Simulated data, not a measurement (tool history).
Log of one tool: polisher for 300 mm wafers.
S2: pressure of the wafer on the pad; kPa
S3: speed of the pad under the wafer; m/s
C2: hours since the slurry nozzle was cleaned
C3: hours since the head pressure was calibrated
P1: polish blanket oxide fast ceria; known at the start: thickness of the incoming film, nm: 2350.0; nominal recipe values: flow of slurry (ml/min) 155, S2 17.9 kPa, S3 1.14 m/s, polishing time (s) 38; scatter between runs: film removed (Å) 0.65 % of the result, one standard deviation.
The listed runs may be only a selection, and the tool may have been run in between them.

run 1 hour=2.4 | flow_of_slurry_(ml/min)=155 S2=17.9 S3=1.14 polishing_time_(s)=38 | wafers_polished_on_this_pad=431 C2=53.6 C3=92.6 | film_removed_(Å)=7248.5
run 2 hour=6.3 | flow_of_slurry_(ml/min)=240 S2=17.9 S3=1.14 polishing_time_(s)=38 | wafers_polished_on_this_pad=468 C2=57.5 C3=96.5 | film_removed_(Å)=7728.1
run 3 hour=9.3 | flow_of_slurry_(ml/min)=155 S2=17.9 S3=0.66 polishing_time_(s)=38 | wafers_polished_on_this_pad=497 C2=60.5 C3=99.5 | film_removed_(Å)=4242.3
run 4 hour=12.1 | flow_of_slurry_(ml/min)=155 S2=17.9 S3=1.72 polishing_time_(s)=22 | wafers_polished_on_this_pad=524 C2=63.3 C3=102.3 | film_removed_(Å)=6319.7
run 5 hour=14.4 | flow_of_slurry_(ml/min)=200 S2=17.9 S3=0.74 polishing_time_(s)=38 | wafers_polished_on_this_pad=546 C2=65.6 C3=104.6 | film_removed_(Å)=4898.9
run 6 hour=17.3 | flow_of_slurry_(ml/min)=155 S2=17.9 S3=1.14 polishing_time_(s)=38 | wafers_polished_on_this_pad=574 C2=68.5 C3=107.5 | film_removed_(Å)=7307.4
run 7 hour=20.4 | flow_of_slurry_(ml/min)=155 S2=17.9 S3=1.14 polishing_time_(s)=59 | wafers_polished_on_this_pad=604 C2=71.6 C3=110.6 | film_removed_(Å)=11247.0
run 8 hour=23.2 | flow_of_slurry_(ml/min)=155 S2=8.3 S3=1.14 polishing_time_(s)=38 | wafers_polished_on_this_pad=630 C2=74.4 C3=113.4 | film_removed_(Å)=3330.5
run 9 hour=25.4 | flow_of_slurry_(ml/min)=155 S2=17.9 S3=1.14 polishing_time_(s)=25 | wafers_polished_on_this_pad=652 C2=76.6 C3=115.6 | film_removed_(Å)=4769.6
run 10 hour=27.8 | flow_of_slurry_(ml/min)=95 S2=17.9 S3=1.14 polishing_time_(s)=38 | wafers_polished_on_this_pad=675 C2=79.0 C3=118.0 | film_removed_(Å)=6616.6
run 11 hour=32.0 | flow_of_slurry_(ml/min)=115 S2=17.9 S3=1.14 polishing_time_(s)=58 | wafers_polished_on_this_pad=715 C2=83.2 C3=122.2 | film_removed_(Å)=10497.0
run 12 hour=36.9 | flow_of_slurry_(ml/min)=155 S2=17.9 S3=1.14 polishing_time_(s)=38 | wafers_polished_on_this_pad=762 C2=88.1 C3=127.1 | film_removed_(Å)=7389.9
-- hour=37.0 slurry nozzle cleaned
run 13 hour=40.2 | flow_of_slurry_(ml/min)=155 S2=25.5 S3=1.14 polishing_time_(s)=38 | wafers_polished_on_this_pad=794 C2=3.3 C3=130.4 | film_removed_(Å)=10381.0
run 14 hour=42.4 | flow_of_slurry_(ml/min)=155 S2=17.9 S3=1.14 polishing_time_(s)=38 | wafers_polished_on_this_pad=815 C2=5.5 C3=132.6 | film_removed_(Å)=7302.7
run 15 hour=47.1 | flow_of_slurry_(ml/min)=155 S2=17.9 S3=1.14 polishing_time_(s)=38 | wafers_polished_on_this_pad=860 C2=10.2 C3=137.3 | film_removed_(Å)=7184.6
run 16 hour=51.6 | flow_of_slurry_(ml/min)=155 S2=17.9 S3=1.78 polishing_time_(s)=38 | wafers_polished_on_this_pad=903 C2=14.7 C3=141.8 | film_removed_(Å)=11349.0
run 17 hour=54.4 | flow_of_slurry_(ml/min)=155 S2=17.9 S3=1.14 polishing_time_(s)=38 | wafers_polished_on_this_pad=930 C2=17.5 C3=144.6 | film_removed_(Å)=7287.3
run 18 hour=58.5 | flow_of_slurry_(ml/min)=155 S2=17.9 S3=1.14 polishing_time_(s)=38 | wafers_polished_on_this_pad=969 C2=21.6 C3=148.7 | film_removed_(Å)=7356.1
run 19 hour=62.8 | flow_of_slurry_(ml/min)=155 S2=17.9 S3=1.14 polishing_time_(s)=38 | wafers_polished_on_this_pad=1010 C2=25.9 C3=153.0 | film_removed_(Å)=7085.6
run 20 hour=65.0 | flow_of_slurry_(ml/min)=155 S2=17.9 S3=1.14 polishing_time_(s)=38 | wafers_polished_on_this_pad=1032 C2=28.1 C3=155.2 | film_removed_(Å)=6972.0
run 21 hour=68.8 | flow_of_slurry_(ml/min)=155 S2=17.9 S3=1.14 polishing_time_(s)=38 | wafers_polished_on_this_pad=1068 C2=31.9 C3=159.0 | film_removed_(Å)=6960.5
run 22 hour=71.1 | flow_of_slurry_(ml/min)=155 S2=17.9 S3=1.14 polishing_time_(s)=38 | wafers_polished_on_this_pad=1090 C2=34.2 C3=161.3 | film_removed_(Å)=6790.0
run 23 hour=74.0 | flow_of_slurry_(ml/min)=155 S2=17.9 S3=1.14 polishing_time_(s)=38 | wafers_polished_on_this_pad=1118 C2=37.1 C3=164.2 | film_removed_(Å)=6786.1
run 24 hour=78.9 | flow_of_slurry_(ml/min)=155 S2=17.9 S3=1.14 polishing_time_(s)=38 | wafers_polished_on_this_pad=1165 C2=42.0 C3=169.1 | film_removed_(Å)=6720.4
run 25 hour=81.6 | flow_of_slurry_(ml/min)=155 S2=17.9 S3=1.14 polishing_time_(s)=38 | wafers_polished_on_this_pad=1191 C2=44.7 C3=171.8 | film_removed_(Å)=6708.9
-- hour=82.3 head pressure recalibrated
run 26 hour=85.3 | flow_of_slurry_(ml/min)=155 S2=17.9 S3=1.14 polishing_time_(s)=38 | wafers_polished_on_this_pad=1226 C2=48.4 C3=3.1 | film_removed_(Å)=6640.2
run 27 hour=87.9 | flow_of_slurry_(ml/min)=155 S2=17.9 S3=1.14 polishing_time_(s)=38 | wafers_polished_on_this_pad=1251 C2=51.0 C3=5.7 | film_removed_(Å)=6609.9
run 28 hour=90.4 | flow_of_slurry_(ml/min)=155 S2=17.9 S3=1.14 polishing_time_(s)=38 | wafers_polished_on_this_pad=1275 C2=53.5 C3=8.2 | film_removed_(Å)=6628.6
run 29 hour=93.9 | flow_of_slurry_(ml/min)=155 S2=17.9 S3=1.14 polishing_time_(s)=38 | wafers_polished_on_this_pad=1309 C2=57.0 C3=11.7 | film_removed_(Å)=6630.5

Compared with where it was, what P1 gives has crept away. Each cause listed below fits the log as well as the rest, at the size given for it:
A: slurry flow missing at the pad, % = 36
B: removal rate lost through wear of the pad, % = 8.9
The process output started creeping at around hour 58.5.
Every other cause this tool's parts could produce, and why it does not fit the log:
head's pressure below its setpoint, %: maintenance at hour 82.3, after the shift began, did not return the process to its former output

Of the 4 check runs below, each run on 3 wafers with the results averaged and each result still a question mark, which one would tell the listed causes apart?
run check 1 hour=97.4 | flow_of_slurry_(ml/min)=225 S2=17.9 S3=0.74 polishing_time_(s)=38 | film_removed_(Å)=?
run check 2 hour=97.4 | flow_of_slurry_(ml/min)=155 S2=24.8 S3=1.14 polishing_time_(s)=57 | film_removed_(Å)=?
run check 3 hour=97.4 | flow_of_slurry_(ml/min)=155 S2=21.4 S3=1.78 polishing_time_(s)=38 | film_removed_(Å)=?
run check 4 hour=97.4 | flow_of_slurry_(ml/min)=155 S2=8.3 S3=1.62 polishing_time_(s)=38 | film_removed_(Å)=?

What every check run would give for each of its results, assuming each possible cause in turn:
check=check_1 result=film_removed_(Å) if_A=4652.2 if_B=4528.7
check=check_2 result=film_removed_(Å) if_A=13735.0 if_B=13737.0
check=check_3 result=film_removed_(Å) if_A=12311.0 if_B=12313.0
check=check_4 result=film_removed_(Å) if_A=4337.2 if_B=4337.9
Per-check spread between the two closest causes, in the result where they differ most: check 1 2.69 %; check 2 0.02 %; check 3 0.02 %; check 4 0.02 %
Check 1 tells the causes apart: in the others they would give nearly the same result.

Check 1 was carried out, with these results: film removed (Å) 4626.9. Which of the listed causes is responsible?

A is the cause: slurry flow missing at the pad, %.
